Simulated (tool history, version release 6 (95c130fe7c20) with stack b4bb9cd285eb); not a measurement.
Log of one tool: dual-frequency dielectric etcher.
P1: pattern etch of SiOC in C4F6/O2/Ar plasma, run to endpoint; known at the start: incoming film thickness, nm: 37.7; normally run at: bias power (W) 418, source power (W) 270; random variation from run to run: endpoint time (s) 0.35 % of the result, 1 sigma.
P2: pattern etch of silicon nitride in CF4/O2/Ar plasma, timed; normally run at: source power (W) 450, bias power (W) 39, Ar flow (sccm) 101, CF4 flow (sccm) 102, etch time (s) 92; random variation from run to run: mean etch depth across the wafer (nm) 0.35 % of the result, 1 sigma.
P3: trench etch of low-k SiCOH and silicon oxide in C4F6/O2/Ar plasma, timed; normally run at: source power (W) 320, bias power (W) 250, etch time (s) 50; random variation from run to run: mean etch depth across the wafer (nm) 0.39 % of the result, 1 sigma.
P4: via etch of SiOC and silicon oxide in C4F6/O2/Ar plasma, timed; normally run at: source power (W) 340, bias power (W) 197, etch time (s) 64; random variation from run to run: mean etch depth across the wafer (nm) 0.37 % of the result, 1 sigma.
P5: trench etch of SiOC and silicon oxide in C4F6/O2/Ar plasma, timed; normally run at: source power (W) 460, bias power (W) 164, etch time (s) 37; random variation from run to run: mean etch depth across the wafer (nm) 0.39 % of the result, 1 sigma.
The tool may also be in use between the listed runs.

| run | hour | process that ran | bias power (W) | source power (W) | etch time (s) | Ar flow (sccm) | CF4 flow (sccm) | hours since the last wet clean | hours since the last bias power generator calibration | hours since the last source power generator calibration | endpoint time (s) | mean etch depth across the wafer (nm) |
|---|---|---|---|---|---|---|---|---|---|---|---|---|
| 1 | 4.5 | P1 | 418 | 270 |  |  |  | 318.1 | 906.5 | 785.3 | 15.736 |  |
| 2 | 8.8 | P3 | 250 | 320 | 50 |  |  | 322.4 | 910.8 | 789.6 |  | 169.450 |
| 3 | 14.1 | P3 | 250 | 320 | 63 |  |  | 327.7 | 916.1 | 794.9 |  | 215.250 |
| 4 | 18.3 | P2 | 39 | 320 | 92 | 101 | 102 | 331.9 | 920.3 | 799.1 |  | 110.110 |
| 5 | 23.2 | P2 | 39 | 450 | 92 | 72 | 102 | 336.8 | 925.2 | 804.0 |  | 155.100 |
| 6 | 27.9 | P5 | 164 | 620 | 37 |  |  | 341.5 | 929.9 | 808.7 |  | 82.947 |
| 7 | 35.8 | P2 | 39 | 450 | 122 | 101 | 102 | 349.4 | 937.8 | 816.6 |  | 197.330 |
| 8 | 43.3 | P1 | 418 | 270 |  |  |  | 356.9 | 945.3 | 824.1 | 15.764 |  |
| 9 | 49.0 | P4 | 197 | 340 | 80 |  |  | 362.6 | 951.0 | 829.8 |  | 88.928 |
| 10 | 54.5 | P1 | 418 | 270 |  |  |  | 368.1 | 956.5 | 835.3 | 15.734 |  |
| 11 | 59.1 | P4 | 197 | 340 | 64 |  |  | 372.7 | 961.1 | 839.9 |  | 71.094 |
| 12 | 63.9 | P3 | 341 | 320 | 50 |  |  | 377.5 | 965.9 | 844.7 |  | 188.430 |
| 13 | 68.4 | P2 | 39 | 450 | 92 | 101 | 69 | 382.0 | 970.4 | 849.2 |  | 141.170 |
| 14 | 72.0 | P5 | 119 | 460 | 37 |  |  | 385.6 | 974.0 | 852.8 |  | 67.453 |
| 15 | 77.3 | P4 | 197 | 210 | 64 |  |  | 390.9 | 979.3 | 858.1 |  | 58.800 |
| 16 | 81.8 | P4 | 197 | 340 | 64 |  |  | 395.4 | 983.8 | 862.6 |  | 70.967 |
| 17 | 88.2 | P1 | 418 | 210 |  |  |  | 401.8 | 990.2 | 869.0 | 17.247 |  |
| 18 | 93.5 | P5 | 164 | 460 | 37 |  |  | 407.1 | 995.5 | 874.3 |  | 74.316 |
| 19 | 98.3 | P1 | 418 | 330 |  |  |  | 411.9 | 1000.3 | 879.1 | 14.697 |  |
| 20 | 104.1 | P1 | 418 | 270 |  |  |  | 417.7 | 1006.1 | 884.9 | 15.735 |  |
| 21 | 108.8 | P4 | 259 | 340 | 64 |  |  | 422.4 | 1010.8 | 889.6 |  | 78.350 |
| 22 | 115.7 | P5 | 164 | 460 | 37 |  |  | 429.3 | 1017.7 | 896.5 |  | 74.125 |

The next listed run, before its measurement:
| 23 | 120.8 | P2 | 30 | 450 | 92 | 101 | 102 | 434.4 | 1022.8 | 901.6 |  | ? |

{"run 23": {"mean etch depth across the wafer (nm)": 135.26}}
